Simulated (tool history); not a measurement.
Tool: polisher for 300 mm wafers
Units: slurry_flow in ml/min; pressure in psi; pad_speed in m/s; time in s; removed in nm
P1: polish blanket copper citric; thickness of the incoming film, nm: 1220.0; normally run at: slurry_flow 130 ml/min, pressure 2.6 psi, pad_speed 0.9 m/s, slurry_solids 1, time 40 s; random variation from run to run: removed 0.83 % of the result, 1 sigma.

| run | day | slurry_flow | pressure | pad_speed | slurry_solids | time | removed |
|---|---|---|---|---|---|---|---|
| 1 | 0.25 | 130 | 2.6 | 0.9 | 1 | 40 | 67.21 |
| 2 | 0.721 | 130 | 2.6 | 0.9 | 1 | 40 | 67.085 |
| 3 | 1.204 | 130 | 3.3 | 0.9 | 1 | 40 | 84.312 |
| 4 | 1.517 | 130 | 2.6 | 0.9 | 1 | 40 | 67.137 |
| 5 | 1.858 | 130 | 2.6 | 0.9 | 1 | 40 | 66.29 |
| 6 | 2.138 | 130 | 2.6 | 1.24 | 1 | 40 | 91.243 |
| 7 | 2.492 | 130 | 2.6 | 0.9 | 1 | 40 | 68.04 |
| 8 | 2.708 | 130 | 2.6 | 0.9 | 1 | 40 | 66.02 |
| 9 | 3.108 | 130 | 2.6 | 0.9 | 1 | 54 | 90.53 |
| 10 | 3.346 | 80 | 2.6 | 0.9 | 1 | 40 | 58.78 |
| 11 | 3.658 | 130 | 2.6 | 0.4 | 1 | 40 | 30.953 |
| 12 | 3.938 | 130 | 2.6 | 0.9 | 1 | 27 | 45.257 |
| 13 | 4.371 | 130 | 2.6 | 0.9 | 0.7 | 26 | 40.455 |
| 14 | 4.738 | 130 | 2.6 | 0.9 | 0.5 | 40 | 57.941 |
| 15 | 5.188 | 130 | 1.2 | 0.9 | 1 | 40 | 31.887 |
| 16 | 5.517 | 190 | 2.6 | 0.9 | 1 | 40 | 71.382 |
| 17 | 5.808 | 130 | 2.6 | 0.9 | 1.4 | 40 | 72.601 |
| 18 | 6.262 | 130 | 2.6 | 0.9 | 1 | 40 | 66.881 |
| 19 | 6.633 | 130 | 2.6 | 0.9 | 1 | 40 | 65.167 |
| 20 | 6.879 | 130 | 2.6 | 0.9 | 1 | 40 | 63.564 |
| 21 | 7.321 | 130 | 2.6 | 0.9 | 1 | 40 | 63.846 |
|  | 7.6 | head pressure recalibrated |
| 22 | 7.746 | 130 | 2.6 | 0.9 | 1 | 40 | 62.763 |
|  | 7.8 | worn pad replaced by a new one |
| 23 | 8.004 | 130 | 2.6 | 0.9 | 1 | 40 | 62.07 |
| 24 | 8.358 | 130 | 2.6 | 0.9 | 1 | 40 | 62.357 |

What P1 gives has crept away from where it was. These 2 causes fit the log equally well, each at the size given:
A: abrasive missing from the slurry, % = 30.1
B: slurry flow missing at the pad, % = 28
The creep began at about day 6.262.
Why every other cause is out:
removal rate lost through wear of the pad, %: serviced at day 7.8, which brought nothing back
head's pressure below its setpoint, %: serviced at day 7.6, which brought nothing back

4 check runs are offered, each on 5 wafers whose results are averaged, their results left as question marks. Which one tells the causes apart?
| check 1 | 8.712 | 130 | 1.3 | 0.9 | 0.55 | 40 | ? |
| check 2 | 8.712 | 130 | 1.3 | 0.9 | 1.35 | 40 | ? |
| check 3 | 8.712 | 85 | 2.6 | 0.9 | 1.3 | 40 | ? |
| check 4 | 8.712 | 130 | 2.6 | 0.5 | 1 | 40 | ? |

What each check would give under each cause:
| check | result | if A | if B |
|---|---|---|---|
| check 1 | removed | 28.477 | 28.31 |
| check 2 | removed | 34.11 | 34.196 |
| check 3 | removed | 59.305 | 57.482 |
| check 4 | removed | 35.385 | 35.377 |
How far apart the two closest causes lie, in the result that separates them most: check 1 0.59 %; check 2 0.25 %; check 3 3.12 %; check 4 0.02 %
Only check 3 tells the causes apart: in the others they would give nearly the same result.

Check 3 was then run and gave: removed 59.151 nm. Which cause is it?

It is A: abrasive missing from the slurry, %.
